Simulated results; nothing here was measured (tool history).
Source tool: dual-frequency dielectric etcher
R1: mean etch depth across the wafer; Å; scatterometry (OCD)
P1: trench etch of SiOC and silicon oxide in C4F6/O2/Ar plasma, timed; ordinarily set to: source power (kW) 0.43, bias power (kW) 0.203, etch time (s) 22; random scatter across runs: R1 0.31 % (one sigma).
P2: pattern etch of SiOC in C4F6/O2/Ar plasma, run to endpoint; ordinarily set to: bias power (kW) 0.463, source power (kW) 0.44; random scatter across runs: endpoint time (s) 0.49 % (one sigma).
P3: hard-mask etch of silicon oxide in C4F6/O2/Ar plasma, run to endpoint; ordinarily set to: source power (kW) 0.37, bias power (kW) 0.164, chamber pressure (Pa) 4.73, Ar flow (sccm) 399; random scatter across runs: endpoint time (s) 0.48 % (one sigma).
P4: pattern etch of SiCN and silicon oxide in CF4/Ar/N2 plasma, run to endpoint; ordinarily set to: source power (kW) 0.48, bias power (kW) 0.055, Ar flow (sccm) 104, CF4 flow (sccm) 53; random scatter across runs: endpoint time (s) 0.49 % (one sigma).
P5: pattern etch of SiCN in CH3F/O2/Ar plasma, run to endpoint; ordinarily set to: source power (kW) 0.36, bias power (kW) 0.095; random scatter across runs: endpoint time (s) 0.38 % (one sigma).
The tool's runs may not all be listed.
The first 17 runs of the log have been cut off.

run 18 hour=80.8 | process_that_ran=P1 source_power_(kW)=0.43 bias_power_(kW)=0.203 etch_time_(s)=22 | R1=446.45
run 19 hour=84.2 | process_that_ran=P1 source_power_(kW)=0.43 bias_power_(kW)=0.162 etch_time_(s)=22 | R1=415.58
run 20 hour=89.6 | process_that_ran=P4 source_power_(kW)=0.32 bias_power_(kW)=0.055 Ar_flow_(sccm)=104 CF4_flow_(sccm)=53 | endpoint_time_(s)=17.621
run 21 hour=93.2 | process_that_ran=P1 source_power_(kW)=0.43 bias_power_(kW)=0.203 etch_time_(s)=30.5 | R1=617.51
run 22 hour=96.9 | process_that_ran=P4 source_power_(kW)=0.48 bias_power_(kW)=0.055 Ar_flow_(sccm)=81 CF4_flow_(sccm)=53 | endpoint_time_(s)=11.693
run 23 hour=100.8 | process_that_ran=P3 source_power_(kW)=0.37 bias_power_(kW)=0.164 chamber_pressure_(Pa)=4.73 Ar_flow_(sccm)=399 | endpoint_time_(s)=92.834
run 24 hour=105.3 | process_that_ran=P1 source_power_(kW)=0.43 bias_power_(kW)=0.203 etch_time_(s)=22 | R1=448.26
run 25 hour=108.3 | process_that_ran=P3 source_power_(kW)=0.37 bias_power_(kW)=0.164 chamber_pressure_(Pa)=4.73 Ar_flow_(sccm)=399 | endpoint_time_(s)=94.518

Run 26, settings as shown, results not yet in. Your forecast:
run 26 hour=113.9 | process_that_ran=P3 source_power_(kW)=0.37 bias_power_(kW)=0.164 chamber_pressure_(Pa)=6.4 Ar_flow_(sccm)=399 | endpoint_time_(s)=?

{"run 26": {"endpoint time (s)": 95.986}}

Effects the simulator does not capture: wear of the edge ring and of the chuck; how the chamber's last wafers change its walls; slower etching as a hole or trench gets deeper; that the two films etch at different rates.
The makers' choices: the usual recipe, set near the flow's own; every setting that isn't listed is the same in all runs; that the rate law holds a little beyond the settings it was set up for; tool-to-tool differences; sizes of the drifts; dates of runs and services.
